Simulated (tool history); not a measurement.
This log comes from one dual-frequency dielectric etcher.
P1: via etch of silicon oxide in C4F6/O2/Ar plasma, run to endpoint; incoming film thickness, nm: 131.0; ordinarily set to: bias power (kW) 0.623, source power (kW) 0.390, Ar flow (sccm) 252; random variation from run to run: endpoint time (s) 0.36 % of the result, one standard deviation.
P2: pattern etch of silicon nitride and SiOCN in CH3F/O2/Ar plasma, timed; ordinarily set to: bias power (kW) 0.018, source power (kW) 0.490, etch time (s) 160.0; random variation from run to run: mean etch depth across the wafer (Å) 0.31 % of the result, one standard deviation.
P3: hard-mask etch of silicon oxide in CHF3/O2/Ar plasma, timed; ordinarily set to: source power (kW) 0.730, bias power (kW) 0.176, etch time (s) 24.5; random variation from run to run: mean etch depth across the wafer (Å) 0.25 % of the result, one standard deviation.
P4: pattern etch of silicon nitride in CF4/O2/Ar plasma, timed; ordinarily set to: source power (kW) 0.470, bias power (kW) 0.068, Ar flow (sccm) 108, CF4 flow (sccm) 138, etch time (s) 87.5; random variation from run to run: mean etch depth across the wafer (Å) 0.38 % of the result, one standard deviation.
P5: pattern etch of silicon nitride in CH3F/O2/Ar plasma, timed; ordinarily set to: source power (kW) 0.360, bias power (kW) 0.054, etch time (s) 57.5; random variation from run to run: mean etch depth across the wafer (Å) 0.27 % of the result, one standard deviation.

| run | hour | process that ran | bias power (kW) | source power (kW) | Ar flow (sccm) | etch time (s) | CF4 flow (sccm) | endpoint time (s) | mean etch depth across the wafer (Å) |
|---|---|---|---|---|---|---|---|---|---|
| 1 | 6.1 | P1 | 0.623 | 0.390 | 252 |  |  | 26.401 |  |
| 2 | 10.6 | P2 | 0.018 | 0.610 |  | 160.0 |  |  | 231.85 |
| 3 | 13.3 | P1 | 0.623 | 0.390 | 252 |  |  | 26.305 |  |
| 4 | 17.5 | P1 | 0.623 | 0.390 | 163 |  |  | 25.034 |  |
| 5 | 22.6 | P1 | 0.820 | 0.390 | 252 |  |  | 23.616 |  |
| 6 | 26.6 | P4 | 0.068 | 0.470 | 108 | 87.5 | 174 |  | 1854.50 |
| 7 | 30.4 | P1 | 0.808 | 0.390 | 340 |  |  | 24.583 |  |
| 8 | 36.1 | P5 | 0.054 | 0.360 |  | 57.5 |  |  | 351.74 |
|  | 39.6 | source power generator calibrated |
| 9 | 42.3 | P1 | 0.623 | 0.240 | 252 |  |  | 31.470 |  |
| 10 | 47.6 | P4 | 0.068 | 0.340 | 108 | 87.5 | 138 |  | 1382.20 |
| 11 | 51.3 | P5 | 0.054 | 0.360 |  | 57.5 |  |  | 349.45 |
| 12 | 57.3 | P1 | 0.623 | 0.390 | 252 |  |  | 26.556 |  |
| 13 | 62.7 | P3 | 0.176 | 0.730 |  | 13.5 |  |  | 281.25 |
| 14 | 66.5 | P3 | 0.176 | 0.730 |  | 24.5 |  |  | 512.58 |
| 15 | 71.4 | P1 | 0.623 | 0.390 | 252 |  |  | 26.270 |  |
| 16 | 77.0 | P1 | 0.400 | 0.390 | 252 |  |  | 31.173 |  |
| 17 | 81.7 | P3 | 0.176 | 0.730 |  | 24.5 |  |  | 511.32 |
| 18 | 86.9 | P4 | 0.083 | 0.470 | 108 | 87.5 | 138 |  | 1982.30 |
| 19 | 90.1 | P1 | 0.623 | 0.390 | 303 |  |  | 26.938 |  |
| 20 | 93.4 | P2 | 0.025 | 0.490 |  | 160.0 |  |  | 247.59 |
| 21 | 97.0 | P1 | 0.623 | 0.480 | 252 |  |  | 24.431 |  |
| 22 | 100.2 | P4 | 0.068 | 0.470 | 108 | 87.5 | 138 |  | 1819.60 |
| 23 | 105.2 | P1 | 0.623 | 0.390 | 252 |  |  | 26.288 |  |
| 24 | 108.6 | P4 | 0.068 | 0.470 | 108 | 121.0 | 138 |  | 2514.90 |
| 25 | 114.8 | P3 | 0.110 | 0.730 |  | 24.5 |  |  | 441.46 |
| 26 | 120.1 | P1 | 0.764 | 0.550 | 252 |  |  | 21.562 |  |
| 27 | 124.9 | P3 | 0.176 | 0.570 |  | 24.5 |  |  | 465.35 |
| 28 | 128.7 | P5 | 0.054 | 0.210 |  | 57.5 |  |  | 284.57 |
| 29 | 132.6 | P2 | 0.018 | 0.490 |  | 160.0 |  |  | 214.04 |
| 30 | 137.3 | P5 | 0.054 | 0.360 |  | 45.0 |  |  | 273.20 |
| 31 | 142.2 | P2 | 0.018 | 0.490 |  | 207.5 |  |  | 277.70 |
| 32 | 147.9 | P2 | 0.018 | 0.490 |  | 160.0 |  |  | 215.38 |
| 33 | 151.9 | P5 | 0.064 | 0.360 |  | 57.5 |  |  | 370.96 |
| 34 | 157.3 | P4 | 0.068 | 0.470 | 147 | 87.5 | 138 |  | 1764.20 |
| 35 | 163.1 | P1 | 0.623 | 0.390 | 252 |  |  | 26.385 |  |
| 36 | 167.7 | P1 | 0.623 | 0.390 | 252 |  |  | 26.799 |  |
| 37 | 172.9 | P1 | 0.623 | 0.390 | 252 |  |  | 26.788 |  |
| 38 | 176.0 | P1 | 0.623 | 0.390 | 252 |  |  | 26.828 |  |
|  | 176.1 | wet clean of the chamber |
| 39 | 179.1 | P1 | 0.623 | 0.390 | 252 |  |  | 26.937 |  |
| 40 | 184.0 | P1 | 0.623 | 0.390 | 252 |  |  | 26.841 |  |
| 41 | 190.1 | P1 | 0.623 | 0.390 | 252 |  |  | 26.935 |  |
| 42 | 194.5 | P1 | 0.623 | 0.390 | 252 |  |  | 26.739 |  |

Something has made what P1 gives creep away from where it was; the 2 causes below, each at its own stated size, fit the log equally well:
A: bias power that arrives under what is set, % = 4.56
B: source power that arrives under what is set, % = 4.79
The drift started at roughly hour 163.1.
Every other cause this tool's parts could produce, and why it does not fit the log:
chamber walls in a state that lowers the etch rate, %: serviced after onset, at hour 176.1, with no recovery of the prior output
Ar flow that arrives over what is set, %: at most 8, giving a +0.9 % change in endpoint time (s): too small, or against the direction of the creep

Which of the check runs below tells the causes apart, meaning the causes would give it clearly different results? Each run uses 2 wafers whose results are averaged, and each result is shown as a question mark.
| check 1 | 198.9 | P4 | 0.068 | 0.470 | 108 | 87.5 | 138 |  | ? |
| check 2 | 198.9 | P5 | 0.054 | 0.360 |  | 57.5 |  |  | ? |
| check 3 | 198.9 | P2 | 0.018 | 0.490 |  | 160.0 |  |  | ? |
| check 4 | 198.9 | P3 | 0.176 | 0.730 |  | 24.5 |  |  | ? |

Expected result of each check under each candidate cause:
| check | result | if A | if B |
|---|---|---|---|
| check 1 | mean etch depth across the wafer (Å) | 1788.40 | 1745.00 |
| check 2 | mean etch depth across the wafer (Å) | 345.47 | 344.10 |
| check 3 | mean etch depth across the wafer (Å) | 210.69 | 211.10 |
| check 4 | mean etch depth across the wafer (Å) | 504.57 | 502.79 |
Gap, in per cent, between the two causes that each check separates least, read from the result that separates them most: check 1 2.46 %; check 2 0.4 %; check 3 0.19 %; check 4 0.35 %
Check 1 is the one run that separates the causes; every other check would come out nearly the same whichever cause is at work.

Then check 1 was run and gave: mean etch depth across the wafer (Å) 1786.60. Which cause is it?

A is the cause: bias power that arrives under what is set, %.
